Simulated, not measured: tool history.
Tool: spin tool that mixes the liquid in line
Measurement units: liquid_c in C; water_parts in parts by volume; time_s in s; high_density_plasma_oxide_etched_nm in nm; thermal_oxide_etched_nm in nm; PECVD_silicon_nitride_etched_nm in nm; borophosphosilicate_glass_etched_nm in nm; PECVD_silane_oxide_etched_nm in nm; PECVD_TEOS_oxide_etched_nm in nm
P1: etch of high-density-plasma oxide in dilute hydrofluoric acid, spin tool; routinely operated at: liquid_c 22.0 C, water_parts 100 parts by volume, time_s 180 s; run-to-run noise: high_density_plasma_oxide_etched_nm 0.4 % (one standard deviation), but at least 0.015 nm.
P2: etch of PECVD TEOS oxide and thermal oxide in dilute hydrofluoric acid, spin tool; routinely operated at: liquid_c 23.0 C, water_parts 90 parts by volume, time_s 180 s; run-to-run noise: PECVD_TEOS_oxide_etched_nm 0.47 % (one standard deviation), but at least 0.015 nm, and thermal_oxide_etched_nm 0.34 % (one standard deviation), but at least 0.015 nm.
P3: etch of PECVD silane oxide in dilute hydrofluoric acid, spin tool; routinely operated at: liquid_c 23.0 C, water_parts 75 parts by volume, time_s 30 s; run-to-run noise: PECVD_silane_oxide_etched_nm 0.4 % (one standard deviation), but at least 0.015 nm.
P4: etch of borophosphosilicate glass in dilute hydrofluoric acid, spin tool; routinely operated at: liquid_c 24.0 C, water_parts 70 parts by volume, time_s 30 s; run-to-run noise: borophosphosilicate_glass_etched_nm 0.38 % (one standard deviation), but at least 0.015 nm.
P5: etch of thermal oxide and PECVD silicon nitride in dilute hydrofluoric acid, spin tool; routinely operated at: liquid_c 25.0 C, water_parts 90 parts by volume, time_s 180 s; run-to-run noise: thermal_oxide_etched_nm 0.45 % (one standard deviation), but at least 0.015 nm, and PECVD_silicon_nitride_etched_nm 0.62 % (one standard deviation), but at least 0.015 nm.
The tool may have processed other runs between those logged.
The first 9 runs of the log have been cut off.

run   hour  process  liquid_c  water_parts  time_s  hours since the thermometer was replaced  hours since the hydrofluoric acid flow meter was replaced  high_density_plasma_oxide_etched_nm  thermal_oxide_etched_nm  PECVD_silicon_nitride_etched_nm  borophosphosilicate_glass_etched_nm  PECVD_silane_oxide_etched_nm  PECVD_TEOS_oxide_etched_nm
 10   48.9       P5      25.0           90     180                                     569.3                                                      627.5                                                       10.0310                           4.7370
 11   52.5       P1      17.0          100      85                                     572.9                                                      631.1                               3.4580
 12   57.6       P1      27.5          100     180                                     578.0                                                      636.2                              11.1570
 13   63.3       P4      24.0           70      50                                     583.7                                                      641.9                                                                                                                              36.276
 14   69.9       P2      30.0           90     180                                     590.3                                                      648.5                                                       12.7520                                                                                                                          21.964
 15   73.6       P1      22.0          100     180                                     594.0                                                      652.2                               8.9077
 16   76.9       P1      17.0          100     180                                     597.3                                                      655.5                               7.2960
 17   82.7       P2      23.0           90     180                                     603.1                                                      661.3                                                        9.6439                                                                                                                          16.750
 18   85.9       P3      23.0           75      30                                     606.3                                                      664.5                                                                                                                                                            8.7558
 19   89.5       P2      23.0           90     285                                     609.9                                                      668.1                                                       15.3930                                                                                                                          26.533
 20   95.7       P1      22.0          100     320                                     616.1                                                      674.3                              15.9080
 21  100.7       P1      17.0          100      95                                     621.1                                                      679.3                               3.8510
 22  104.2       P3      17.0           75      30                                     624.6                                                      682.8                                                                                                                                                            6.8063
 23  110.7       P4      24.0           20      30                                     631.1                                                      689.3                                                                                                                              81.261
 24  116.5       P3      23.0           75      15                                     636.9                                                      695.1                                                                                                                                                            4.3661
 25  122.5       P1      22.0          100     180                                     642.9                                                      701.1                               8.9175
 26  129.0       P1      22.0           45     180                                     649.4                                                      707.6                              21.2810
 27  133.1       P5      25.0           90     315                                     653.5                                                      711.7                                                       17.5300                           8.3362
 28  140.3       P5      25.0           50     180                                     660.7                                                      718.9                                                       19.1730                           8.5387
 29  146.3       P2      23.0          130     180                                     666.7                                                      724.9                                                        6.4331                                                                                                                          11.010
 30  151.5       P1      22.0          100     180                                     671.9                                                      730.1                               8.9872
 31  157.8       P1      22.0          100     180                                     678.2                                                      736.4                               9.2613
 32  161.2       P1      22.0          100     180                                     681.6                                                      739.8                               9.3609
 33  164.9       P1      22.0          100     180                                     685.3                                                      743.5                               9.4697

The next listed run, before its measurement:
 34  170.3       P1      22.0          100     180                                     690.7                                                      748.9                                    ?

high_density_plasma_oxide_etched_nm: 9.5379 nm
